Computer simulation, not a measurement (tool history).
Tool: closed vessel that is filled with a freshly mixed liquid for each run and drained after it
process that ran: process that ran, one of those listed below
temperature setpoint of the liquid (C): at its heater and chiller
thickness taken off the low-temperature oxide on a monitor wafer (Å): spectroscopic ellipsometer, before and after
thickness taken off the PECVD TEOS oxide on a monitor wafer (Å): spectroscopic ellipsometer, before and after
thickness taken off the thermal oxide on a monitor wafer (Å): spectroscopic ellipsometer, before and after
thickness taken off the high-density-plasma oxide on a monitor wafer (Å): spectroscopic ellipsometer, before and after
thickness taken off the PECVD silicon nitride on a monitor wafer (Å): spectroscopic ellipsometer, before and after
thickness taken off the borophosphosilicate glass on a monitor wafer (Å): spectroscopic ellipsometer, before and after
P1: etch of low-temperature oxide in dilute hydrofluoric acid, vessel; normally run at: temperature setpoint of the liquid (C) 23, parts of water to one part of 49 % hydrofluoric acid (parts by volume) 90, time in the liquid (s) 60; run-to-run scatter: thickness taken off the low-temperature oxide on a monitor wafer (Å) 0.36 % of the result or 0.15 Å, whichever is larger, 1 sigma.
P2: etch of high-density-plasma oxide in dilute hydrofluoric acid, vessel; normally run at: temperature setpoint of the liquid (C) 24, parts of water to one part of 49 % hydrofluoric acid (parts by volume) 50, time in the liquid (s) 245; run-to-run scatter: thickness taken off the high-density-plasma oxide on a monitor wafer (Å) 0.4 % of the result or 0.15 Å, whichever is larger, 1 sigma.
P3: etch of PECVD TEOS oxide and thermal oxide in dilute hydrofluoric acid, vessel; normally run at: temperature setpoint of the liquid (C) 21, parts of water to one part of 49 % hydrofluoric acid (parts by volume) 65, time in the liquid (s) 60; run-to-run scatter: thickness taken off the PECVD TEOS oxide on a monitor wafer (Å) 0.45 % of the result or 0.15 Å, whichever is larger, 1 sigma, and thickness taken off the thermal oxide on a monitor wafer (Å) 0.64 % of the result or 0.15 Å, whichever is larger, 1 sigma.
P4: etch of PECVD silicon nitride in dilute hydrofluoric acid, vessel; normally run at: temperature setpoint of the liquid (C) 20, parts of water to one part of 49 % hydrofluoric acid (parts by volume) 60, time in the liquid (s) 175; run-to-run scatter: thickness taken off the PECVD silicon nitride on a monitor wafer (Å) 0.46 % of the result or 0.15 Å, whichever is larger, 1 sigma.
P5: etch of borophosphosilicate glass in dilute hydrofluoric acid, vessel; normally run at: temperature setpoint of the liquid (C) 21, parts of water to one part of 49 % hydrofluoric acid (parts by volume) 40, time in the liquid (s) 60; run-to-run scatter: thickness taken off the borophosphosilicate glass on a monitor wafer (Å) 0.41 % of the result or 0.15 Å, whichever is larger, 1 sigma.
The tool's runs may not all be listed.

run,hour,process that ran,temperature setpoint of the liquid (C),parts of water to one part of 49 % hydrofluoric acid (parts by volume),time in the liquid (s),thickness taken off the low-temperature oxide on a monitor wafer (Å),thickness taken off the PECVD TEOS oxide on a monitor wafer (Å),thickness taken off the thermal oxide on a monitor wafer (Å),thickness taken off the high-density-plasma oxide on a monitor wafer (Å),thickness taken off the PECVD silicon nitride on a monitor wafer (Å),thickness taken off the borophosphosilicate glass on a monitor wafer (Å)
1,6.4,P1,23,90,60,223.35,,,,,
2,13,P3,21,65,90,,378.67,57.309,,,
3,19.3,P2,24,50,245,,,,374.39,,
4,24.8,P1,23,90,60,223.49,,,,,
5,29.9,P1,23,155,30,60.762,,,,,
6,37,P1,23,125,60,154.99,,,,,
7,40.5,P4,20,60,30,,,,,12.765,
# hour 43.5: hydrofluoric acid flow meter replaced
8,47.6,P3,21,65,60,,253.73,38.69,,,
9,54.7,P2,24,70,245,,,,262.57,,
10,59.4,P2,18.5,50,245,,,,298.29,,
11,66.2,P1,23,130,110,269.45,,,,,
12,70.1,P5,21,40,60,,,,,,636.1
13,76,P4,25.5,60,175,,,,,108.05,
14,81.9,P1,23,90,60,222.6,,,,,
15,89,P4,20,35,175,,,,,125.08,
16,94.4,P5,17,40,60,,,,,,534.2
17,101.2,P4,20,60,175,,,,,74.277,
18,105.3,P5,21,40,105,,,,,,1106.4
19,110.4,P5,21,40,60,,,,,,633.21
20,114.3,P3,26.5,65,60,,315.31,47.517,,,
21,120.1,P1,17,90,60,173.68,,,,,
22,123.3,P2,24,50,465,,,,715.92,,
23,127.2,P3,21,65,60,,251.92,38.813,,,
24,131,P4,20,60,175,,,,,73.831,
25,135.9,P1,23,55,60,383.28,,,,,
26,141.1,P1,23,90,60,223.42,,,,,
27,145.8,P5,21,60,60,,,,,,413.44
28,150.1,P3,21,115,60,,134.38,20.754,,,
29,156,P1,23,90,30,110.62,,,,,
30,162.6,P2,24,50,245,,,,377.24,,
31,169.7,P1,23,90,60,222.68,,,,,
32,173.1,P1,23,90,60,224.41,,,,,
33,179.5,P1,27,90,60,262.25,,,,,
34,183.1,P1,17,150,60,98.378,,,,,
35,186.4,P1,23,90,85,318.24,,,,,
36,193.6,P1,23,90,60,222.73,,,,,
37,199.9,P1,23,90,60,230.03,,,,,
38,207.2,P1,23,90,60,234.2,,,,,
39,211,P1,23,90,60,235.82,,,,,
40,215,P1,23,90,60,237.09,,,,,
41,221.8,P1,23,90,60,237.68,,,,,
42,227.8,P1,23,90,60,236.75,,,,,
43,233.8,P1,23,90,60,239.76,,,,,
44,239.5,P1,23,90,60,237.93,,,,,
45,243.1,P1,23,90,60,238.02,,,,,

What P1 gives has crept away from where it was. These 2 causes fit the log equally well, each at the size given:
A: liquid hotter than its thermometer reads (K) = 1.71
B: hydrofluoric acid flow above the setpoint (%) = 6.36
The creep began at about hour 193.6.

4 check runs are offered, one wafer each, their results left as question marks. Which one tells the causes apart?
check 1,246.7,P4,20,60,175,,,,,?,
check 2,246.7,P5,21,40,60,,,,,,?
check 3,246.7,P3,21,65,60,,?,?,,,
check 4,246.7,P2,24,50,245,,,,?,,

What each check would give under each cause:
check,result,if A,if B
check 1,thickness taken off the PECVD silicon nitride on a monitor wafer (Å),83.742,79.067
check 2,thickness taken off the borophosphosilicate glass on a monitor wafer (Å),682.91,677.78
check 3,thickness taken off the PECVD TEOS oxide on a monitor wafer (Å),271.78,270.6
check 3,thickness taken off the thermal oxide on a monitor wafer (Å),41.257,41.077
check 4,thickness taken off the high-density-plasma oxide on a monitor wafer (Å),403.25,401.53
How far apart the two closest causes lie, in the result that separates them most: check 1 5.74 %; check 2 0.75 %; check 3 0.44 %; check 4 0.43 %
Check 1 tells the causes apart: in the others they would give nearly the same result.

Then check 1 was run and gave: thickness taken off the PECVD silicon nitride on a monitor wafer (Å) 78.791. Which cause is it?

It is B: hydrofluoric acid flow above the setpoint (%).

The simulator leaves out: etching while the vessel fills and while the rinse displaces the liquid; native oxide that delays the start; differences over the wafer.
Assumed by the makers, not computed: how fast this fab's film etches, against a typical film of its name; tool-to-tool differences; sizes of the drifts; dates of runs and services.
